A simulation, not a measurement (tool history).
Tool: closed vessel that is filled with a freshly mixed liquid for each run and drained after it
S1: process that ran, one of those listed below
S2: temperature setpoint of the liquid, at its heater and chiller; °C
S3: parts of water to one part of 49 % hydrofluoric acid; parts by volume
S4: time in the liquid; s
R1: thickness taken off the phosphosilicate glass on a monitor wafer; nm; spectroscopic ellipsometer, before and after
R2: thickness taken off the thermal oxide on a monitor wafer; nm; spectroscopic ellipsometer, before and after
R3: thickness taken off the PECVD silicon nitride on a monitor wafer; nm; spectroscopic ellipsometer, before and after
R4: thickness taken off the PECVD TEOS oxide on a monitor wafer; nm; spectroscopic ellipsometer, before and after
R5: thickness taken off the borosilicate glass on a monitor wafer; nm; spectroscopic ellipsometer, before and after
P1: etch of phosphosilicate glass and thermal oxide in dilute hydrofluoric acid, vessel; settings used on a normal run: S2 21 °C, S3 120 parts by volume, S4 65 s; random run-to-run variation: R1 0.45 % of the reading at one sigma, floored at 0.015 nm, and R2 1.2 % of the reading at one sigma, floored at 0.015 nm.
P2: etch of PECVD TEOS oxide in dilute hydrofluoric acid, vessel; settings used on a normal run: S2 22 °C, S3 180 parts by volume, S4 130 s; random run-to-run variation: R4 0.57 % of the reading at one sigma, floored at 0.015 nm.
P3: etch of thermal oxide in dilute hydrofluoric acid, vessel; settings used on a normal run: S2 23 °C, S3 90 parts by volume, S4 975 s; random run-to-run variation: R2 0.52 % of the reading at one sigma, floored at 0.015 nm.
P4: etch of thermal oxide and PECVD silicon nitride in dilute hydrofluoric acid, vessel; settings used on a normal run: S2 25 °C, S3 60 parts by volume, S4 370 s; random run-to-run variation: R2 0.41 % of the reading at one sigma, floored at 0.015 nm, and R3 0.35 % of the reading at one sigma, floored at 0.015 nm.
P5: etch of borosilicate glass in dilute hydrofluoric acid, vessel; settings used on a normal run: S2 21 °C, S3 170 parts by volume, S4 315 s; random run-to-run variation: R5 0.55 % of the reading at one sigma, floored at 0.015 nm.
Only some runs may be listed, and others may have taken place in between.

{"run": 1, "hour": 6.2, "S1": "P1", "S2": 21, "S3": 120, "S4": 65, "R1": 32.601, "R2": 2.1976}
{"run": 2, "hour": 12.8, "S1": "P1", "S2": 21, "S3": 120, "S4": 30, "R1": 15.042, "R2": 0.98771}
{"run": 3, "hour": 17.9, "S1": "P4", "S2": 25, "S3": 60, "S4": 50, "R2": 4.3357, "R3": 1.5054}
{"run": 4, "hour": 24.9, "S1": "P1", "S2": 25.5, "S3": 120, "S4": 65, "R1": 38.79, "R2": 2.6972}
{"run": 5, "hour": 28.2, "S1": "P2", "S2": 22, "S3": 270, "S4": 130, "R4": 6.5467}
{"run": 6, "hour": 31.8, "S1": "P1", "S2": 21, "S3": 120, "S4": 65, "R1": 32.587, "R2": 2.1893}
{"run": 7, "hour": 36.4, "S1": "P1", "S2": 21, "S3": 200, "S4": 65, "R1": 18.046, "R2": 1.229}
{"run": 8, "hour": 40.3, "S1": "P1", "S2": 24.5, "S3": 120, "S4": 95, "R1": 54.684, "R2": 3.7908}
{"run": 9, "hour": 47.0, "S1": "P1", "S2": 17, "S3": 120, "S4": 65, "R1": 27.685, "R2": 1.8972}
{"run": 10, "hour": 52.5, "S1": "P1", "S2": 21, "S3": 120, "S4": 65, "R1": 32.571, "R2": 2.1624}
{"run": 11, "hour": 56.3, "S1": "P1", "S2": 21, "S3": 120, "S4": 65, "R1": 32.411, "R2": 2.238}
{"run": 12, "hour": 61.5, "S1": "P2", "S2": 22, "S3": 180, "S4": 250, "R4": 20.548}
{"run": 13, "hour": 64.9, "S1": "P1", "S2": 21, "S3": 170, "S4": 30, "R1": 10.045, "R2": 0.67173}
{"run": 14, "hour": 71.2, "S1": "P1", "S2": 21, "S3": 120, "S4": 120, "R1": 60.007, "R2": 4.1432}
{"run": 15, "hour": 76.9, "S1": "P4", "S2": 25, "S3": 60, "S4": 370, "R2": 32.028, "R3": 11.069}
{"run": 16, "hour": 80.5, "S1": "P1", "S2": 21, "S3": 120, "S4": 65, "R1": 32.396, "R2": 2.2562}
{"run": 17, "hour": 85.8, "S1": "P1", "S2": 21, "S3": 55, "S4": 65, "R1": 76.799, "R2": 5.2258}
{"run": 18, "hour": 91.9, "S1": "P5", "S2": 28, "S3": 170, "S4": 315, "R5": 66.676}
{"run": 19, "hour": 97.1, "S1": "P5", "S2": 21, "S3": 170, "S4": 560, "R5": 90.97}
{"run": 20, "hour": 101.7, "S1": "P2", "S2": 17, "S3": 180, "S4": 130, "R4": 8.701}
{"run": 21, "hour": 109.0, "S1": "P4", "S2": 31, "S3": 60, "S4": 370, "R2": 40.711, "R3": 16.287}
{"run": 22, "hour": 112.7, "S1": "P3", "S2": 17, "S3": 90, "S4": 975, "R2": 39.507}
{"run": 23, "hour": 119.0, "S1": "P4", "S2": 25, "S3": 30, "S4": 370, "R2": 66.782, "R3": 21.788}
{"run": 24, "hour": 125.7, "S1": "P1", "S2": 21, "S3": 120, "S4": 65, "R1": 32.427, "R2": 2.2675}
{"hour": 128.0, "done": "hydrofluoric acid flow meter replaced"}
{"run": 25, "hour": 129.3, "S1": "P3", "S2": 23, "S3": 160, "S4": 975, "R2": 26.028}
{"run": 26, "hour": 134.0, "S1": "P5", "S2": 21, "S3": 170, "S4": 315, "R5": 50.437}
{"run": 27, "hour": 138.6, "S1": "P3", "S2": 23, "S3": 90, "S4": 120, "R2": 6.1878}

Run 28, settings as shown, results not yet in. Your forecast:
{"run": 28, "hour": 144.1, "S1": "P5", "S2": 21, "S3": 50, "S4": 315, "R5": "?"}

{"run 28": {"R5": 197.95}}

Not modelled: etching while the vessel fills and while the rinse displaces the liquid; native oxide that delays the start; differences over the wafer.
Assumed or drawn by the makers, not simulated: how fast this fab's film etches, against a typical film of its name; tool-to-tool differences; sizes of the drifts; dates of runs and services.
